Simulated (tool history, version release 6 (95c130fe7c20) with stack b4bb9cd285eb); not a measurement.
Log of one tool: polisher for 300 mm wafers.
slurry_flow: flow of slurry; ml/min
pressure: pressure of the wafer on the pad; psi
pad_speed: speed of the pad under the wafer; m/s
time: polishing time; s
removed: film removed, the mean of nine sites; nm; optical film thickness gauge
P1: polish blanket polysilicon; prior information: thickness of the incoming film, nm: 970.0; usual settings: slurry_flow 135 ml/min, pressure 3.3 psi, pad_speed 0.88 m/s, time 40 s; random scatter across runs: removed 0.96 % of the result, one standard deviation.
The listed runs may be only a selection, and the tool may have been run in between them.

run   hour  slurry_flow  pressure  pad_speed  time  removed
  1   13.1          135       3.3       0.88    40   301.32
  2   23.2          135       3.3       0.88    18   132.66
  3   39.4          135       3.3       0.88    40   299.55
  4   50.2          135       3.3       0.88    40   299.39
  5   60.5          135       3.3       0.88    40   304.04
  6   69.6          135       4.1       0.88    27    253.2
  7   81.7          135       3.3        0.4    40   135.61
  8   90.5          170       3.3       0.88    22   172.13
  9  105.8          135       3.3       0.88    61   447.81
 10  118.2          135       5.3       0.88    40   479.85
 11  130.7          135       3.3       0.88    40   299.12
 12  144.2          135       3.3       1.32    40   451.72
 13  157.7          135       1.8       0.88    40   161.01
     159.9  -- worn pad replaced by a new one
 14  165.5           80       3.3       0.88    40   259.76
 15  178.5          210       3.3       0.88    40    315.5
 16  195.4          135       3.3       0.88    40   297.72
 17  206.6          135       3.3       0.88    40   296.31
 18  216.8          135       3.3       0.88    40   295.18
 19  231.3          135       3.3       0.88    40   289.94
 20  242.8          135       3.3       0.88    40   286.25
 21  257.1          135       3.3       0.88    40   277.63
     257.2  -- worn pad replaced by a new one
 22  270.9          135       3.3       0.88    40   278.15
 23  282.2          135       3.3       0.88    40    270.7
 24  291.3          135       3.3       0.88    40   273.96
 25  299.9          135       3.3       0.88    40   273.54
 26  315.8          135       3.3       0.88    40   274.27
 27  324.7          135       3.3       0.88    40   272.87

What P1 gives has crept away from where it was. These 2 causes fit the log equally well, each at the size given:
A: head's pressure below its setpoint, % = 8.45
B: slurry flow missing at the pad, % = 32
At approximately hour 216.8, the process output began to creep.
What rules out each remaining cause:
removal rate lost through wear of the pad, %: serviced after onset, at hour 257.2, with no recovery of the prior output

The list below offers 4 check runs, each averaging the results of 2 wafers, and shows each result as a question mark. For which of them would the listed causes give clearly different results?
check 1  333.6          135       3.3       0.62    40        ?
check 2  333.6           80       3.3       0.88    19        ?
check 3  333.6          135       4.6       0.88    18        ?
check 4  333.6          135       3.3       1.16    19        ?

If the cause were each of the candidates in turn, the checks would give the following:
  check   result    if A    if B
check 1  removed  191.92  191.93
check 2  removed  113.88  108.32
check 3  removed  170.87  170.88
check 4  removed  170.56  170.57
Per check, the gap between the least separated pair of causes, taken in the result that splits them most: check 1 0 %; check 2 5 %; check 3 0 %; check 4 0 %
Check 2 distinguishes between the causes, while the remaining checks would return nearly the same result for all of them.

With check 2 done, the readings were: removed 108.95 nm. Identify which of the listed causes applies.

It was cause B: slurry flow missing at the pad, %.
